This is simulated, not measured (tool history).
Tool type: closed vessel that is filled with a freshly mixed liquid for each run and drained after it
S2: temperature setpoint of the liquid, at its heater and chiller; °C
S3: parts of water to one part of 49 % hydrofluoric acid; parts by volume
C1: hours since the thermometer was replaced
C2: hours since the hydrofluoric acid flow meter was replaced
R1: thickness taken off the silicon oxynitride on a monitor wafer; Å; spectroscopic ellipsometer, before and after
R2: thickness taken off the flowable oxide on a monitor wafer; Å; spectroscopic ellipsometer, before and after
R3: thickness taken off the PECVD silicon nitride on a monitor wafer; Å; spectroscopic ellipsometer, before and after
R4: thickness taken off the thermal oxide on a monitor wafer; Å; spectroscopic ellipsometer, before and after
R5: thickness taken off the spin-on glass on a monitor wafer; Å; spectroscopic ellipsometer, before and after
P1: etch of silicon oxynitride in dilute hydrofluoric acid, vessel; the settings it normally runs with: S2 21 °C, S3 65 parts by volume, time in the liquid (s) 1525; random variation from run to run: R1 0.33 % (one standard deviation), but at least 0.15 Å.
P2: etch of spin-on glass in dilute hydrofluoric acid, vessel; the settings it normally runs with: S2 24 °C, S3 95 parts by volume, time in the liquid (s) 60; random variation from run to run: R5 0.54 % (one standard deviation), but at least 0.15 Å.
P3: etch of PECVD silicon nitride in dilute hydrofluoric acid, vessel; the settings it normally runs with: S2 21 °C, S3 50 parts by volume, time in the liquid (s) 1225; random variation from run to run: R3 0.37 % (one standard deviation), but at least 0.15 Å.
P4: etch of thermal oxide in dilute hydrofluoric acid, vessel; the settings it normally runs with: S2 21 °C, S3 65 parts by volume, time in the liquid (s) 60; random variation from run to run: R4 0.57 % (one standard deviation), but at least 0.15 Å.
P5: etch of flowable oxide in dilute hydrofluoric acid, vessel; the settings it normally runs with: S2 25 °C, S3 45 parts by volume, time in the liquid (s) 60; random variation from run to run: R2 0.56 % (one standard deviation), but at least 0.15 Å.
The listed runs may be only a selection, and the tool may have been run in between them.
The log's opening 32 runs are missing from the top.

{"run": 33, "hour": 389.8, "process that ran": "P1", "S2": 21, "S3": 65, "time in the liquid (s)": 1525, "C1": 76.4, "C2": 1875.4, "R1": 590.3}
{"run": 34, "hour": 406.0, "process that ran": "P1", "S2": 21, "S3": 65, "time in the liquid (s)": 1525, "C1": 92.6, "C2": 1891.6, "R1": 600.69}
{"run": 35, "hour": 415.2, "process that ran": "P1", "S2": 21, "S3": 65, "time in the liquid (s)": 1525, "C1": 101.8, "C2": 1900.8, "R1": 611.09}
{"run": 36, "hour": 422.8, "process that ran": "P1", "S2": 21, "S3": 65, "time in the liquid (s)": 1525, "C1": 109.4, "C2": 1908.4, "R1": 614.71}
{"run": 37, "hour": 431.6, "process that ran": "P1", "S2": 21, "S3": 65, "time in the liquid (s)": 1525, "C1": 118.2, "C2": 1917.2, "R1": 613.12}
{"run": 38, "hour": 443.8, "process that ran": "P1", "S2": 21, "S3": 65, "time in the liquid (s)": 1525, "C1": 130.4, "C2": 1929.4, "R1": 617.19}
{"run": 39, "hour": 458.6, "process that ran": "P1", "S2": 21, "S3": 65, "time in the liquid (s)": 1525, "C1": 145.2, "C2": 1944.2, "R1": 615.38}
{"run": 40, "hour": 469.0, "process that ran": "P1", "S2": 21, "S3": 65, "time in the liquid (s)": 1525, "C1": 155.6, "C2": 1954.6, "R1": 625.6}
{"run": 41, "hour": 485.3, "process that ran": "P1", "S2": 21, "S3": 65, "time in the liquid (s)": 1525, "C1": 171.9, "C2": 1970.9, "R1": 619.72}

Forecast run 42:
{"run": 42, "hour": 494.0, "process that ran": "P1", "S2": 21, "S3": 65, "time in the liquid (s)": 1525, "C1": 180.6, "C2": 1979.6, "R1": "?"}

{"run 42": {"R1": 621.21}}
